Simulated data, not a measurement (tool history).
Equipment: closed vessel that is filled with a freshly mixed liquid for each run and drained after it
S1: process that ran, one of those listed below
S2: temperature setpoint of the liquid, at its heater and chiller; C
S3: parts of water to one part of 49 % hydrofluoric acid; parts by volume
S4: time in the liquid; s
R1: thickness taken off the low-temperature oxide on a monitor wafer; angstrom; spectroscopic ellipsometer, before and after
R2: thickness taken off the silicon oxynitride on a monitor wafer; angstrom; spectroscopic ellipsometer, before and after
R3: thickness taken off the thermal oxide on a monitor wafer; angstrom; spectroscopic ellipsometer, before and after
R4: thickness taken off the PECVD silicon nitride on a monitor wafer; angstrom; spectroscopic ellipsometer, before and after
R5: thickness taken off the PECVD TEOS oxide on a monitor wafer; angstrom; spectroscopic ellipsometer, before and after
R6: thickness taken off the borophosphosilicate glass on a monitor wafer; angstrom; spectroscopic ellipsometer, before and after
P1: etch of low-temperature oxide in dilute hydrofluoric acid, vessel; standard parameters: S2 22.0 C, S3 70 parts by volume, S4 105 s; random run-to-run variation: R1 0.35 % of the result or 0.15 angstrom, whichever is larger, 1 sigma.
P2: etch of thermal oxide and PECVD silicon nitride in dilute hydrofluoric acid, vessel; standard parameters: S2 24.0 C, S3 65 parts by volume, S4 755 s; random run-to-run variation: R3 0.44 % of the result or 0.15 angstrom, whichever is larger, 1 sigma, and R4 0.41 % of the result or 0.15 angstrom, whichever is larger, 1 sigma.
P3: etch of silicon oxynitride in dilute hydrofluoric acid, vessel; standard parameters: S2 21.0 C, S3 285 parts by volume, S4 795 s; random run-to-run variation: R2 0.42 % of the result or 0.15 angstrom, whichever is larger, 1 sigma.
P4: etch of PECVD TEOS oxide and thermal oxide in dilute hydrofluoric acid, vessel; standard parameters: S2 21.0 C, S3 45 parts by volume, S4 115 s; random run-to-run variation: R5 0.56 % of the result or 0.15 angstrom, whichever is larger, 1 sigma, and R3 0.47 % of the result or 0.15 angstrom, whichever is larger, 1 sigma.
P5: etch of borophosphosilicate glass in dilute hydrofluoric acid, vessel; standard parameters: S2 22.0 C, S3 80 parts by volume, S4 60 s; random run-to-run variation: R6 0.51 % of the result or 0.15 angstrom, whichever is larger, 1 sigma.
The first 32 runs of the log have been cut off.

run 33 hour=159.1 | S1=P1 S2=22.0 S3=70 S4=105 | R1=321.830
run 34 hour=165.8 | S1=P1 S2=22.0 S3=70 S4=105 | R1=316.950
run 35 hour=170.6 | S1=P1 S2=22.0 S3=70 S4=105 | R1=314.720
run 36 hour=176.0 | S1=P1 S2=22.0 S3=70 S4=105 | R1=311.340
run 37 hour=181.1 | S1=P1 S2=22.0 S3=70 S4=105 | R1=308.090
run 38 hour=186.7 | S1=P1 S2=22.0 S3=70 S4=105 | R1=307.660
run 39 hour=189.8 | S1=P1 S2=22.0 S3=70 S4=105 | R1=305.790
run 40 hour=195.9 | S1=P1 S2=22.0 S3=70 S4=105 | R1=306.960

Expected results for the next run?
run 41 hour=199.8 | S1=P1 S2=22.0 S3=70 S4=105 | R1=?

R1: 305.500 angstrom
